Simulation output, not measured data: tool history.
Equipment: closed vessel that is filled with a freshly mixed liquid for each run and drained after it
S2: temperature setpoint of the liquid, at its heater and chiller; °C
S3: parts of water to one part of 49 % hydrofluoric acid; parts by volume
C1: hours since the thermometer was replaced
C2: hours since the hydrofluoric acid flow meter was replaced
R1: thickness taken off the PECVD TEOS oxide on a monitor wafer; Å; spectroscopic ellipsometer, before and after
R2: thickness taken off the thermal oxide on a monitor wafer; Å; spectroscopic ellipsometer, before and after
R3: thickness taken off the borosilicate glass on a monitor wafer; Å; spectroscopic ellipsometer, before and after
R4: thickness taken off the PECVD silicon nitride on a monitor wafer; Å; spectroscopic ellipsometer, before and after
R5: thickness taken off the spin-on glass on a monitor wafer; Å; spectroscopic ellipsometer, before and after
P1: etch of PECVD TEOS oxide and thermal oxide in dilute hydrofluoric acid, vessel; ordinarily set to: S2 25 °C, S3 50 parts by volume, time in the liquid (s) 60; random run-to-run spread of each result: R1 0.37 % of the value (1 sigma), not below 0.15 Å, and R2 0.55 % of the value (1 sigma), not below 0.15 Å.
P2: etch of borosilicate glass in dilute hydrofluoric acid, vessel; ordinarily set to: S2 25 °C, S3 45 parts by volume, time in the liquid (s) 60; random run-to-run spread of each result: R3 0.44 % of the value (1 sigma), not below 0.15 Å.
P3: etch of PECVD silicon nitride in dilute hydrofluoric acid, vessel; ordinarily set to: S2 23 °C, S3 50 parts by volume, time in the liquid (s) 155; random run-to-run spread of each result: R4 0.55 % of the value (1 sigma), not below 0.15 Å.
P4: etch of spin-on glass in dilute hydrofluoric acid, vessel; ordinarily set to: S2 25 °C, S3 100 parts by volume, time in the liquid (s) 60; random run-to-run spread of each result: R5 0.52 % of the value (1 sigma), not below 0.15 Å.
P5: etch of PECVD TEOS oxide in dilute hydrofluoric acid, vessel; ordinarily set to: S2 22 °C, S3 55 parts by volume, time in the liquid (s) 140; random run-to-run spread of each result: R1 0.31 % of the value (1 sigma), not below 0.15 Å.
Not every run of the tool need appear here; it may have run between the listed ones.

{"run": 1, "hour": 6.9, "process that ran": "P1", "S2": 25, "S3": 50, "time in the liquid (s)": 60, "C1": 785, "C2": 344.3, "R1": 193.98, "R2": 63.519}
{"run": 2, "hour": 11.6, "process that ran": "P2", "S2": 32, "S3": 45, "time in the liquid (s)": 60, "C1": 789.7, "C2": 349, "R3": 378.95}
{"run": 3, "hour": 20.6, "process that ran": "P3", "S2": 23, "S3": 80, "time in the liquid (s)": 155, "C1": 798.7, "C2": 358, "R4": 39.65}
{"run": 4, "hour": 25.3, "process that ran": "P5", "S2": 22, "S3": 55, "time in the liquid (s)": 140, "C1": 803.4, "C2": 362.7, "R1": 323.38}
{"run": 5, "hour": 30.9, "process that ran": "P1", "S2": 29, "S3": 50, "time in the liquid (s)": 30, "C1": 809, "C2": 368.3, "R1": 114, "R2": 37.333}
{"run": 6, "hour": 39.7, "process that ran": "P1", "S2": 25, "S3": 50, "time in the liquid (s)": 60, "C1": 817.8, "C2": 377.1, "R1": 194.08, "R2": 63.464}
{"run": 7, "hour": 43.8, "process that ran": "P1", "S2": 18.5, "S3": 50, "time in the liquid (s)": 60, "C1": 821.9, "C2": 381.2, "R1": 147.88, "R2": 47.923}
{"run": 8, "hour": 51.1, "process that ran": "P5", "S2": 22, "S3": 55, "time in the liquid (s)": 210, "C1": 829.2, "C2": 388.5, "R1": 486.28}
{"run": 9, "hour": 58.1, "process that ran": "P1", "S2": 25, "S3": 50, "time in the liquid (s)": 100, "C1": 836.2, "C2": 395.5, "R1": 324.76, "R2": 105.08}
{"run": 10, "hour": 62.9, "process that ran": "P1", "S2": 25, "S3": 50, "time in the liquid (s)": 60, "C1": 841, "C2": 400.3, "R1": 194.19, "R2": 62.756}
{"run": 11, "hour": 67.7, "process that ran": "P1", "S2": 25, "S3": 50, "time in the liquid (s)": 60, "C1": 845.8, "C2": 405.1, "R1": 195.56, "R2": 64.113}
{"run": 12, "hour": 74.5, "process that ran": "P5", "S2": 27, "S3": 55, "time in the liquid (s)": 140, "C1": 852.6, "C2": 411.9, "R1": 396}
{"run": 13, "hour": 81.1, "process that ran": "P3", "S2": 23, "S3": 50, "time in the liquid (s)": 155, "C1": 859.2, "C2": 418.5, "R4": 61.989}
{"run": 14, "hour": 87.0, "process that ran": "P4", "S2": 25, "S3": 180, "time in the liquid (s)": 60, "C1": 865.1, "C2": 424.4, "R5": 190.39}
{"run": 15, "hour": 92.7, "process that ran": "P1", "S2": 31.5, "S3": 50, "time in the liquid (s)": 60, "C1": 870.8, "C2": 430.1, "R1": 249.62, "R2": 83.026}
{"run": 16, "hour": 97.4, "process that ran": "P5", "S2": 22, "S3": 55, "time in the liquid (s)": 140, "C1": 875.5, "C2": 434.8, "R1": 323.97}
{"run": 17, "hour": 105.6, "process that ran": "P2", "S2": 25, "S3": 25, "time in the liquid (s)": 60, "C1": 883.7, "C2": 443, "R3": 529.6}
{"run": 18, "hour": 110.5, "process that ran": "P3", "S2": 23, "S3": 50, "time in the liquid (s)": 240, "C1": 888.6, "C2": 447.9, "R4": 97.11}
{"run": 19, "hour": 114.5, "process that ran": "P3", "S2": 18.5, "S3": 50, "time in the liquid (s)": 155, "C1": 892.6, "C2": 451.9, "R4": 45.395}
{"run": 20, "hour": 119.3, "process that ran": "P4", "S2": 18.5, "S3": 100, "time in the liquid (s)": 60, "C1": 897.4, "C2": 456.7, "R5": 290.36}
{"run": 21, "hour": 124.2, "process that ran": "P4", "S2": 25, "S3": 100, "time in the liquid (s)": 60, "C1": 902.3, "C2": 461.6, "R5": 380.19}
{"run": 22, "hour": 132.0, "process that ran": "P1", "S2": 25, "S3": 25, "time in the liquid (s)": 60, "C1": 910.1, "C2": 469.4, "R1": 404.45, "R2": 131.38}
{"run": 23, "hour": 136.0, "process that ran": "P2", "S2": 25, "S3": 45, "time in the liquid (s)": 60, "C1": 914.1, "C2": 473.4, "R3": 283.48}
{"run": 24, "hour": 141.4, "process that ran": "P1", "S2": 25, "S3": 90, "time in the liquid (s)": 60, "C1": 919.5, "C2": 478.8, "R1": 102.07, "R2": 33.54}
{"run": 25, "hour": 147.8, "process that ran": "P1", "S2": 25, "S3": 50, "time in the liquid (s)": 60, "C1": 925.9, "C2": 485.2, "R1": 193.98, "R2": 63.824}
{"run": 26, "hour": 152.1, "process that ran": "P2", "S2": 25, "S3": 45, "time in the liquid (s)": 30, "C1": 930.2, "C2": 489.5, "R3": 142.49}
{"run": 27, "hour": 156.8, "process that ran": "P1", "S2": 25, "S3": 50, "time in the liquid (s)": 30, "C1": 934.9, "C2": 494.2, "R1": 97.314, "R2": 32.136}
{"run": 28, "hour": 163.7, "process that ran": "P4", "S2": 25, "S3": 100, "time in the liquid (s)": 110, "C1": 941.8, "C2": 501.1, "R5": 697.91}
{"run": 29, "hour": 172.4, "process that ran": "P5", "S2": 22, "S3": 95, "time in the liquid (s)": 140, "C1": 950.5, "C2": 509.8, "R1": 178.54}
{"run": 30, "hour": 179.0, "process that ran": "P1", "S2": 25, "S3": 50, "time in the liquid (s)": 60, "C1": 957.1, "C2": 516.4, "R1": 194.59, "R2": 63.596}
{"run": 31, "hour": 185.4, "process that ran": "P1", "S2": 25, "S3": 50, "time in the liquid (s)": 60, "C1": 963.5, "C2": 522.8, "R1": 194.29, "R2": 64.101}
{"run": 32, "hour": 191.1, "process that ran": "P1", "S2": 25, "S3": 50, "time in the liquid (s)": 60, "C1": 969.2, "C2": 528.5, "R1": 194.48, "R2": 63.441}
{"run": 33, "hour": 196.2, "process that ran": "P1", "S2": 25, "S3": 50, "time in the liquid (s)": 60, "C1": 974.3, "C2": 533.6, "R1": 188.66, "R2": 62.155}
{"run": 34, "hour": 204.9, "process that ran": "P1", "S2": 25, "S3": 50, "time in the liquid (s)": 60, "C1": 983, "C2": 542.3, "R1": 183.94, "R2": 59.928}
{"run": 35, "hour": 213.8, "process that ran": "P1", "S2": 25, "S3": 50, "time in the liquid (s)": 60, "C1": 991.9, "C2": 551.2, "R1": 181.63, "R2": 59.165}
{"run": 36, "hour": 220.9, "process that ran": "P1", "S2": 25, "S3": 50, "time in the liquid (s)": 60, "C1": 999, "C2": 558.3, "R1": 180.26, "R2": 59.013}
{"run": 37, "hour": 229.5, "process that ran": "P1", "S2": 25, "S3": 50, "time in the liquid (s)": 60, "C1": 1007.6, "C2": 566.9, "R1": 181.01, "R2": 58.106}
{"run": 38, "hour": 233.5, "process that ran": "P1", "S2": 25, "S3": 50, "time in the liquid (s)": 60, "C1": 1011.6, "C2": 570.9, "R1": 179.11, "R2": 58.346}
{"run": 39, "hour": 239.8, "process that ran": "P1", "S2": 25, "S3": 50, "time in the liquid (s)": 60, "C1": 1017.9, "C2": 577.2, "R1": 180.26, "R2": 59.037}

P1 no longer gives what it gave before; its output has crept away from where it was. The following 2 causes, each at its listed size, fit the log equally well:
A: liquid colder than its thermometer reads (K) = 1.91
B: hydrofluoric acid flow below the setpoint (%) = 7.05
The process output started creeping at around hour 191.1.

Consider the 4 single-wafer check runs listed below, results given as question marks: which one distinguishes between the causes by giving clearly different results for each?
{"run": "check 1", "hour": 246.1, "process that ran": "P3", "S2": 23, "S3": 50, "time in the liquid (s)": 155, "R4": "?"}
{"run": "check 2", "hour": 246.1, "process that ran": "P5", "S2": 22, "S3": 55, "time in the liquid (s)": 140, "R1": "?"}
{"run": "check 3", "hour": 246.1, "process that ran": "P2", "S2": 25, "S3": 45, "time in the liquid (s)": 60, "R3": "?"}
{"run": "check 4", "hour": 246.1, "process that ran": "P4", "S2": 25, "S3": 100, "time in the liquid (s)": 60, "R5": "?"}

Check results expected under each cause:
check=check_1 result=R4 if_A=54.628 if_B=57.963
check=check_2 result=R1 if_A=299.63 if_B=300.19
check=check_3 result=R3 if_A=262.89 if_B=263.2
check=check_4 result=R5 if_A=351.91 if_B=349.49
Per check, the gap between the least separated pair of causes, taken in the result that splits them most: check 1 5.93 %; check 2 0.19 %; check 3 0.12 %; check 4 0.69 %
Only check 1 tells the causes apart: in the others they would give nearly the same result.

After running check 1, the following was obtained: R4 54.525 Å. Which cause does this point to?

It was cause A: liquid colder than its thermometer reads (K).
